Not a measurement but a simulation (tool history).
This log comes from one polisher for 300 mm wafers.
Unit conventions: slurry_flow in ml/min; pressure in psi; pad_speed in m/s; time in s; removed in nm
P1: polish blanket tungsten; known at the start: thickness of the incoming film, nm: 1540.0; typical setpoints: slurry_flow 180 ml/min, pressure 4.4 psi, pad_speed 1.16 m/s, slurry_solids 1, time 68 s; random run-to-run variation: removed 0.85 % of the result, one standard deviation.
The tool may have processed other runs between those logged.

run	hour	slurry_flow	pressure	pad_speed	slurry_solids	time	wafers polished on this pad	hours since the slurry nozzle was cleaned	hours since the head pressure was calibrated	hours since the slurry blender was calibrated	hours since the slurry got fresh peroxide	removed
1	11.2	180	4.4	1.16	1	68	781	40.3	844.8	156.4	41.2	355.91
2	22.8	180	4.4	0.52	1	68	846	51.9	856.4	168	52.8	157.6
3	34.7	180	4.4	1.16	0.6	92	912	63.8	868.3	179.9	64.7	422.67
4	48.1	180	4.4	1.16	1.4	45	987	77.2	881.7	193.3	78.1	257.29
5	59	180	2.7	1.16	1	68	1048	88.1	892.6	204.2	89	217.16
6	75.1	180	4.4	1.16	1	68	1138	104.2	908.7	220.3	105.1	356.05
7	87.3	110	4.4	1.16	1	68	1206	116.4	920.9	232.5	117.3	324.06
8	105	180	4.4	1.56	1	68	1305	134.1	938.6	250.2	135	475.88
9	119.1	255	6.3	1.16	1	68	1384	148.2	952.7	264.3	149.1	531.7
10	133	180	4.4	1.16	1	68	1462	162.1	966.6	278.2	163	352.45
# hour 136.2: head pressure recalibrated
11	149.3	180	4.4	1.16	1	68	1553	178.4	13.2	294.5	179.3	357.71
12	166.7	180	4.4	1.16	1	32	1650	195.8	30.6	311.9	196.7	165.98
13	184	180	4.4	1.16	0.6	68	1747	213.1	47.9	329.2	214	318.1
14	201.2	180	4.4	1.16	1.4	68	1843	230.3	65.1	346.4	231.2	384.62
15	209.9	180	4.4	1.16	1	68	1891	239	73.8	355.1	239.9	352.19
16	223.3	180	4.4	1.16	1	96	1966	252.4	87.2	368.5	253.3	497.56
17	238.4	230	4.4	1.16	1	68	2051	267.5	102.3	383.6	268.4	366.32
18	249.4	180	6.6	1.16	1	68	2112	278.5	113.3	394.6	279.4	529.59
19	258.9	180	4.4	1.16	1	68	2165	288	122.8	404.1	288.9	353.23
20	268.4	180	4.4	1.16	1	68	2218	297.5	132.3	413.6	298.4	353.87
21	284.4	180	4.4	1.16	1	68	2308	313.5	148.3	429.6	314.4	341.55
22	293.7	180	4.4	1.16	1	68	2360	322.8	157.6	438.9	323.7	340.12
23	302.8	180	4.4	1.16	1	68	2411	331.9	166.7	448	332.8	337.52
24	315.2	180	4.4	1.16	1	68	2480	344.3	179.1	460.4	345.2	330.32
# hour 319: head pressure recalibrated
# hour 319.5: worn pad replaced by a new one
# hour 321.8: slurry blender recalibrated
25	333	180	4.4	1.16	1	68	75	362.1	14.1	11.3	363	327.75
26	348.3	180	4.4	1.16	1	68	160	377.4	29.4	26.6	378.3	328.29
27	365.2	180	4.4	1.16	1	68	255	394.3	46.3	43.5	395.2	330.54
28	377.1	180	4.4	1.16	1	68	321	406.2	58.2	55.4	407.1	324.19
29	390.7	180	4.4	1.16	1	68	397	419.8	71.8	69	420.7	321.87
30	406.5	180	4.4	1.16	1	68	486	435.6	87.6	84.8	436.5	320.5

P1 has crept away from where it was. The log is fitted equally well by each of these 2 causes, at the sizes shown:
A: slurry flow missing at the pad, % = 37.5
B: peroxide lost from the slurry, % = 20
At approximately hour 268.4, the process output began to creep.
Ruled out, with reasons:
removal rate lost through wear of the pad, %: was serviced at hour 319.5, once the creep was under way, yet the earlier output never came back
head's pressure below its setpoint, %: was serviced at hour 319, once the creep was under way, yet the earlier output never came back
abrasive missing from the slurry, %: was serviced at hour 321.8, once the creep was under way, yet the earlier output never came back

Consider the 4 check runs below, whose results appear as question marks and each of which averages 2 wafers. Which one distinguishes the causes, in that each cause would give it a clearly different result?
check 1	422.3	180	4.4	1.16	0.6	68						?
check 2	422.3	180	4.4	0.9	0.75	68						?
check 3	422.3	110	4.4	1.16	1	84						?
check 4	422.3	180	6.6	1.16	1	68						?

Predicted outcomes, by check and by cause:
check	result	if A	if B
check 1	removed	288.06	288.01
check 2	removed	235.11	235.07
check 3	removed	348.2	365.12
check 4	removed	486.09	486
Gap, in per cent, between the two causes that each check separates least, read from the result that separates them most: check 1 0.02 %; check 2 0.02 %; check 3 4.74 %; check 4 0.02 %
The causes can be told apart only by check 3. The other checks would give nearly the same results under each of them.

Then check 3 was run and gave: removed 364.64 nm. Which cause is it?

Of the candidate causes, it is B: peroxide lost from the slurry, %.
